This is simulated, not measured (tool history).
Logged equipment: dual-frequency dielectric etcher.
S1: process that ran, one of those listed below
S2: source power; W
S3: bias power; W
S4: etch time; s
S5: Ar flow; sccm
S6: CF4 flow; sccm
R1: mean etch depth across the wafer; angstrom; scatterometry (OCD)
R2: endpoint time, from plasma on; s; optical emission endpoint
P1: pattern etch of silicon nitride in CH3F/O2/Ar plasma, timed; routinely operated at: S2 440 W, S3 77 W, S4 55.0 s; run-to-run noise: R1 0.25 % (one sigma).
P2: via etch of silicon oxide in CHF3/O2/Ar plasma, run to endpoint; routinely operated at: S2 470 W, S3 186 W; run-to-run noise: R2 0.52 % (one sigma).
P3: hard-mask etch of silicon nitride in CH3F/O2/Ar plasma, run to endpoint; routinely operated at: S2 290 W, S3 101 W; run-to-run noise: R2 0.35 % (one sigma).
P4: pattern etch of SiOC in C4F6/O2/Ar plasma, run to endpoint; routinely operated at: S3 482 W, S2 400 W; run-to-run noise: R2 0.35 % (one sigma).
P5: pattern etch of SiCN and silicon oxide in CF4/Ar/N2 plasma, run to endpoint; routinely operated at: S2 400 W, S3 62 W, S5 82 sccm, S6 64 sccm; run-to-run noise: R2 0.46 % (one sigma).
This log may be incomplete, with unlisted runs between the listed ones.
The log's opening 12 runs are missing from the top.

run   hour  S1   S2   S3    S4  S5  S6      R1       R2
 13   56.2  P1  440   47  32.0          200.12
 14   61.7  P1  440  105  55.0          452.45
 15   65.6  P3  230  101                         43.369
 16   68.5  P1  440   77  55.0          403.52
 17   73.3  P5  400   62        82  64           17.667
 18   77.6  P1  540   77  55.0          437.03
 19   82.2  P1  440   77  34.5          254.06
      84.7  -- wet clean of the chamber
 20   86.9  P2  470  186                        256.120
 21   91.7  P4  400  667                         13.930
 22   95.5  P3  290   72                         45.005
 23  100.6  P2  470  140                        281.570

For run 24, what comes out?
 24  103.7  P1  440  77  55.0           ?

{"run 24": {"R1": 405.96}}
